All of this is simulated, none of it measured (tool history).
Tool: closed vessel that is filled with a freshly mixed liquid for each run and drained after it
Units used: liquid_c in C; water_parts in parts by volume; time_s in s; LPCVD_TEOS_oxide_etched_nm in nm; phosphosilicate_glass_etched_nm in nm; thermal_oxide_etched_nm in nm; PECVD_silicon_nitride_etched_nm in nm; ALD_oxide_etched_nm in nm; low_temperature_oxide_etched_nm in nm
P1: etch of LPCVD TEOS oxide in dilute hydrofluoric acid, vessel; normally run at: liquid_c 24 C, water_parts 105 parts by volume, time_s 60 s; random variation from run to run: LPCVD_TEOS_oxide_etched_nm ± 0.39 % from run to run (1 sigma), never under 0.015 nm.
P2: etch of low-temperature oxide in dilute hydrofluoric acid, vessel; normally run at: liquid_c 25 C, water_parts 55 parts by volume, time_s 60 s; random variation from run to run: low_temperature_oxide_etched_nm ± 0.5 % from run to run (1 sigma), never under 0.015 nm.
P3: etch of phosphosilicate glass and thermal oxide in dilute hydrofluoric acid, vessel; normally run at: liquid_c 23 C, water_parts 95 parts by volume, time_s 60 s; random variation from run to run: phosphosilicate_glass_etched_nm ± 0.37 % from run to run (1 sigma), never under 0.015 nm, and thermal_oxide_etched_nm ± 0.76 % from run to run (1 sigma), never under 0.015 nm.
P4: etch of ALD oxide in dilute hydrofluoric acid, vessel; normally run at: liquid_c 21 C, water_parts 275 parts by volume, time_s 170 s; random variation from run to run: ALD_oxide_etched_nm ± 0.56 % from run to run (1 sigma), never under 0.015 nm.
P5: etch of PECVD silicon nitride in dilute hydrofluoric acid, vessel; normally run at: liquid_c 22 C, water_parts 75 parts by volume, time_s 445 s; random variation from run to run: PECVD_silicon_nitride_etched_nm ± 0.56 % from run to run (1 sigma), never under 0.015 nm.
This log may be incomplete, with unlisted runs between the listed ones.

run,hour,process,liquid_c,water_parts,time_s,LPCVD_TEOS_oxide_etched_nm,phosphosilicate_glass_etched_nm,thermal_oxide_etched_nm,PECVD_silicon_nitride_etched_nm,ALD_oxide_etched_nm,low_temperature_oxide_etched_nm
1,10.5,P1,24,105,60,14.747,,,,,
2,23.1,P3,17,95,60,,95.567,2.2767,,,
3,30.6,P5,22,20,445,,,,73.953,,
4,42.3,P1,18,105,60,11.544,,,,,
5,52.4,P3,23,95,60,,123.37,2.8999,,,
6,64.7,P4,21,275,60,,,,,3.0533,
7,76.8,P1,24,50,60,33.233,,,,,
8,86,P1,24,105,60,14.762,,,,,
9,92.4,P2,30,55,60,,,,,,39.848
10,98.1,P1,31.5,105,90,29.536,,,,,
11,108.8,P3,23,20,60,,643.53,15.059,,,
12,117,P1,24,105,60,14.795,,,,,
13,124,P1,30.5,170,60,10.69,,,,,
14,136.9,P2,25,20,60,,,,,,95.383
15,148.7,P4,21,275,170,,,,,8.6026,
16,157.1,P4,17,275,170,,,,,7.4268,
17,167.6,P1,24,105,30,7.4135,,,,,
18,176.6,P5,29,75,445,,,,32.675,,
19,185.9,P3,23,95,30,,61.367,1.4564,,,
20,196.9,P5,22,75,150,,,,6.9355,,
21,204.8,P5,22,75,445,,,,20.802,,
22,217.3,P2,25,55,115,,,,,,62.529
23,223.7,P1,24,105,60,14.744,,,,,
24,235.7,P5,22,75,445,,,,20.66,,
25,243.5,P1,24,105,60,14.772,,,,,
26,255.6,P4,21,275,170,,,,,8.6163,
27,264,P1,24,175,60,8.209,,,,,
28,272.8,P1,24,105,60,14.865,,,,,
29,283.4,P4,21,155,170,,,,,16.992,
# hour 287.6: hydrofluoric acid flow meter replaced
30,289.8,P2,25,55,60,,,,,,32.79
31,301.8,P1,28,105,60,17.31,,,,,
32,311,P1,18,105,85,16.468,,,,,
33,319.7,P1,24,105,105,25.799,,,,,
34,325.6,P1,24,105,60,14.808,,,,,
35,336.2,P3,23,95,60,,123.13,2.9352,,,
36,347.4,P1,24,105,60,14.711,,,,,
37,356.7,P1,24,105,60,15.186,,,,,
38,365.4,P1,24,105,60,15.5,,,,,
39,372.2,P1,24,105,60,15.639,,,,,
40,377.8,P1,24,105,60,15.714,,,,,
41,385.2,P1,24,105,60,15.832,,,,,
42,394.4,P1,24,105,60,15.736,,,,,
43,402.7,P1,24,105,60,15.851,,,,,
44,410.2,P1,24,105,60,15.851,,,,,

Something has made what P1 gives creep away from where it was; the 2 causes below, each at its own stated size, fit the log equally well:
A: hydrofluoric acid flow above the setpoint (%) = 6.44
B: liquid hotter than its thermometer reads (K) = 1.8
At approximately hour 347.4, the process output began to creep.

Consider the 4 single-wafer check runs listed below, results given as question marks: which one distinguishes between the causes by giving clearly different results for each?
check 1,417.7,P4,21,190,85,,,,,?,
check 2,417.7,P3,23,55,60,,?,?,,,
check 3,417.7,P2,30,55,105,,,,,,?
check 4,417.7,P5,22,50,445,,,,?,,

If the cause were each of the candidates in turn, the checks would give the following:
check,result,if A,if B
check 1,ALD_oxide_etched_nm,7.2624,7.2213
check 2,phosphosilicate_glass_etched_nm,237.63,239.32
check 2,thermal_oxide_etched_nm,5.6393,5.6794
check 3,low_temperature_oxide_etched_nm,74.579,74.746
check 4,PECVD_silicon_nitride_etched_nm,32.604,34.67
Distance between the nearest two causes, measured in the result of the check that separates them most: check 1 0.57 %; check 2 0.71 %; check 3 0.22 %; check 4 6.14 %
The causes can be told apart only by check 4. The other checks would give nearly the same results under each of them.

Then check 4 was run and gave: PECVD_silicon_nitride_etched_nm 32.636 nm. Which cause is it?

A is the cause: hydrofluoric acid flow above the setpoint (%).
